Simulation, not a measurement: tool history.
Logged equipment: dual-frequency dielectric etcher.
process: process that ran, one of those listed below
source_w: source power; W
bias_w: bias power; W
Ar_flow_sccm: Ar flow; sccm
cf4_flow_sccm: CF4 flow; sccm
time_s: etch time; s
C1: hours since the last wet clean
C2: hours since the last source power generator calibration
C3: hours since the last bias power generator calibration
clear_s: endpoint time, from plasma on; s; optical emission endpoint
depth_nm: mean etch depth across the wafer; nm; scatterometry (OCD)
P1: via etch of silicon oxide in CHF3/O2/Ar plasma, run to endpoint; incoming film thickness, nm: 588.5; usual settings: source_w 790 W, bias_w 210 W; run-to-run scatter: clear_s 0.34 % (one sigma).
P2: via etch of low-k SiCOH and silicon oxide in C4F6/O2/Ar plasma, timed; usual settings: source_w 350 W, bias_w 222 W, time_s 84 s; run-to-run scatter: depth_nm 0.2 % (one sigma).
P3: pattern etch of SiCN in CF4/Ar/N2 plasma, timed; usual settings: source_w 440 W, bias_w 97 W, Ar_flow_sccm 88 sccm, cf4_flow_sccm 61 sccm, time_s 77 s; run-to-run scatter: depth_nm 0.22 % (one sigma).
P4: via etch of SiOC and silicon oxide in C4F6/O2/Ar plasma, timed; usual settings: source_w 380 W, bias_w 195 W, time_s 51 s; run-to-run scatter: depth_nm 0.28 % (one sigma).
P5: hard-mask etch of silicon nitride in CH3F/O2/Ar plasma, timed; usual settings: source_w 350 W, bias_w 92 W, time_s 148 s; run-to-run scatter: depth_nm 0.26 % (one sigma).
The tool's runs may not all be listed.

run 1 hour=8.1 | process=P1 source_w=790 bias_w=210 | C1=171.4 C2=1737.5 C3=1770.5 | clear_s=253.46
run 2 hour=11.9 | process=P3 source_w=440 bias_w=97 Ar_flow_sccm=88 cf4_flow_sccm=61 time_s=77 | C1=175.2 C2=1741.3 C3=1774.3 | depth_nm=72.29
run 3 hour=18.7 | process=P4 source_w=380 bias_w=195 time_s=51 | C1=182 C2=1748.1 C3=1781.1 | depth_nm=59.281
run 4 hour=24.7 | process=P1 source_w=970 bias_w=210 | C1=188 C2=1754.1 C3=1787.1 | clear_s=234.04
run 5 hour=32.9 | process=P1 source_w=620 bias_w=148 | C1=196.2 C2=1762.3 C3=1795.3 | clear_s=311.01
run 6 hour=36.6 | process=P1 source_w=790 bias_w=210 | C1=199.9 C2=1766 C3=1799 | clear_s=253.59
run 7 hour=40.6 | process=P2 source_w=350 bias_w=131 time_s=84 | C1=203.9 C2=1770 C3=1803 | depth_nm=201.66
run 8 hour=46 | process=P4 source_w=380 bias_w=195 time_s=51 | C1=209.3 C2=1775.4 C3=1808.4 | depth_nm=59.475
run 9 hour=52.4 | process=P4 source_w=380 bias_w=195 time_s=75 | C1=215.7 C2=1781.8 C3=1814.8 | depth_nm=87.461
run 10 hour=56.6 | process=P5 source_w=470 bias_w=92 time_s=148 | C1=219.9 C2=1786 C3=1819 | depth_nm=122.06
-- hour=60.3 wet clean of the chamber
run 11 hour=62.9 | process=P2 source_w=350 bias_w=222 time_s=46 | C1=2.7 C2=1792.3 C3=1825.3 | depth_nm=130.54
run 12 hour=67 | process=P2 source_w=350 bias_w=222 time_s=84 | C1=6.8 C2=1796.4 C3=1829.4 | depth_nm=239.22
run 13 hour=74.2 | process=P1 source_w=960 bias_w=140 | C1=14 C2=1803.6 C3=1836.6 | clear_s=266.16
run 14 hour=80.3 | process=P5 source_w=350 bias_w=92 time_s=148 | C1=20.1 C2=1809.7 C3=1842.7 | depth_nm=109.89
run 15 hour=84.4 | process=P1 source_w=790 bias_w=210 | C1=24.2 C2=1813.8 C3=1846.8 | clear_s=254.64
run 16 hour=91.3 | process=P4 source_w=510 bias_w=195 time_s=51 | C1=31.1 C2=1820.7 C3=1853.7 | depth_nm=66.661
run 17 hour=96.9 | process=P3 source_w=580 bias_w=97 Ar_flow_sccm=88 cf4_flow_sccm=61 time_s=77 | C1=36.7 C2=1826.3 C3=1859.3 | depth_nm=91.779
run 18 hour=103.3 | process=P3 source_w=440 bias_w=64 Ar_flow_sccm=88 cf4_flow_sccm=61 time_s=77 | C1=43.1 C2=1832.7 C3=1865.7 | depth_nm=62.279
run 19 hour=108.5 | process=P5 source_w=350 bias_w=92 time_s=211.5 | C1=48.3 C2=1837.9 C3=1870.9 | depth_nm=155.98
run 20 hour=112.5 | process=P3 source_w=440 bias_w=97 Ar_flow_sccm=88 cf4_flow_sccm=61 time_s=77 | C1=52.3 C2=1841.9 C3=1874.9 | depth_nm=71.929
run 21 hour=120.3 | process=P1 source_w=790 bias_w=210 | C1=60.1 C2=1849.7 C3=1882.7 | clear_s=252.73
run 22 hour=127 | process=P4 source_w=380 bias_w=246 time_s=51 | C1=66.8 C2=1856.4 C3=1889.4 | depth_nm=64.309
run 23 hour=132.2 | process=P1 source_w=790 bias_w=294 | C1=72 C2=1861.6 C3=1894.6 | clear_s=224.01
run 24 hour=140.2 | process=P1 source_w=790 bias_w=210 | C1=80 C2=1869.6 C3=1902.6 | clear_s=252.95
run 25 hour=147 | process=P1 source_w=540 bias_w=210 | C1=86.8 C2=1876.4 C3=1909.4 | clear_s=291.21
run 26 hour=154.4 | process=P3 source_w=440 bias_w=97 Ar_flow_sccm=56 cf4_flow_sccm=61 time_s=77 | C1=94.2 C2=1883.8 C3=1916.8 | depth_nm=76.106
run 27 hour=161.1 | process=P3 source_w=440 bias_w=97 Ar_flow_sccm=88 cf4_flow_sccm=61 time_s=59.5 | C1=100.9 C2=1890.5 C3=1923.5 | depth_nm=55.598
run 28 hour=169 | process=P2 source_w=220 bias_w=222 time_s=84 | C1=108.8 C2=1898.4 C3=1931.4 | depth_nm=199.29
run 29 hour=177.1 | process=P5 source_w=350 bias_w=65 time_s=148 | C1=116.9 C2=1906.5 C3=1939.5 | depth_nm=97.021
run 30 hour=182.4 | process=P5 source_w=350 bias_w=92 time_s=148 | C1=122.2 C2=1911.8 C3=1944.8 | depth_nm=109.35
run 31 hour=187.6 | process=P1 source_w=1050 bias_w=270 | C1=127.4 C2=1917 C3=1950 | clear_s=210
run 32 hour=193.5 | process=P1 source_w=790 bias_w=170 | C1=133.3 C2=1922.9 C3=1955.9 | clear_s=271.98
run 33 hour=199.8 | process=P3 source_w=440 bias_w=97 Ar_flow_sccm=88 cf4_flow_sccm=73 time_s=77 | C1=139.6 C2=1929.2 C3=1962.2 | depth_nm=73.728
run 34 hour=204.1 | process=P1 source_w=790 bias_w=210 | C1=143.9 C2=1933.5 C3=1966.5 | clear_s=253.58
run 35 hour=212.2 | process=P1 source_w=790 bias_w=210 | C1=152 C2=1941.6 C3=1974.6 | clear_s=255.59
run 36 hour=219.8 | process=P1 source_w=790 bias_w=210 | C1=159.6 C2=1949.2 C3=1982.2 | clear_s=255.56
run 37 hour=227.1 | process=P1 source_w=790 bias_w=210 | C1=166.9 C2=1956.5 C3=1989.5 | clear_s=256.39
-- hour=233.9 wet clean of the chamber
run 38 hour=234.3 | process=P1 source_w=790 bias_w=210 | C1=0.5 C2=1963.7 C3=1996.7 | clear_s=257.64
run 39 hour=241.4 | process=P1 source_w=790 bias_w=210 | C1=7.6 C2=1970.8 C3=2003.8 | clear_s=258.79
run 40 hour=247.6 | process=P1 source_w=790 bias_w=210 | C1=13.8 C2=1977 C3=2010 | clear_s=256.59
run 41 hour=254.6 | process=P1 source_w=790 bias_w=210 | C1=20.8 C2=1984 C3=2017 | clear_s=258.18
run 42 hour=260.1 | process=P1 source_w=790 bias_w=210 | C1=26.3 C2=1989.5 C3=2022.5 | clear_s=257.58

What P1 gives has crept off from where it sat before. The 2 causes that follow fit the log equally well, each at the size noted:
A: source power that arrives under what is set, % = 4.36
B: bias power that arrives under what is set, % = 4.89
The creep began at about hour 204.1.
Other possible causes, and why each is ruled out:
chamber walls in a state that lowers the etch rate, %: serviced at hour 233.9, after the change had begun; the process did not return to its earlier output

Consider the 4 single-wafer check runs listed below, results given as question marks: which one distinguishes between the causes by giving clearly different results for each?
run check 1 hour=265.6 | process=P3 source_w=440 bias_w=65 Ar_flow_sccm=88 cf4_flow_sccm=61 time_s=77 | depth_nm=?
run check 2 hour=265.6 | process=P5 source_w=350 bias_w=92 time_s=202 | depth_nm=?
run check 3 hour=265.6 | process=P4 source_w=500 bias_w=195 time_s=73.5 | depth_nm=?
run check 4 hour=265.6 | process=P2 source_w=350 bias_w=167 time_s=57.5 | depth_nm=?

Check results expected under each cause:
check=check_1 result=depth_nm if_A=60.057 if_B=61.408
check=check_2 result=depth_nm if_A=146.98 if_B=146.75
check=check_3 result=depth_nm if_A=93.412 if_B=93.524
check=check_4 result=depth_nm if_A=146.33 if_B=146.59
Distance between the nearest two causes, measured in the result of the check that separates them most: check 1 2.23 %; check 2 0.16 %; check 3 0.12 %; check 4 0.17 %
Only in check 1 would the causes give clearly different results; in the remaining checks their results would be nearly the same.

Here is what check 1 returned: depth_nm 59.785 nm. Which cause is it?

Of the candidate causes, it is A: source power that arrives under what is set, %.
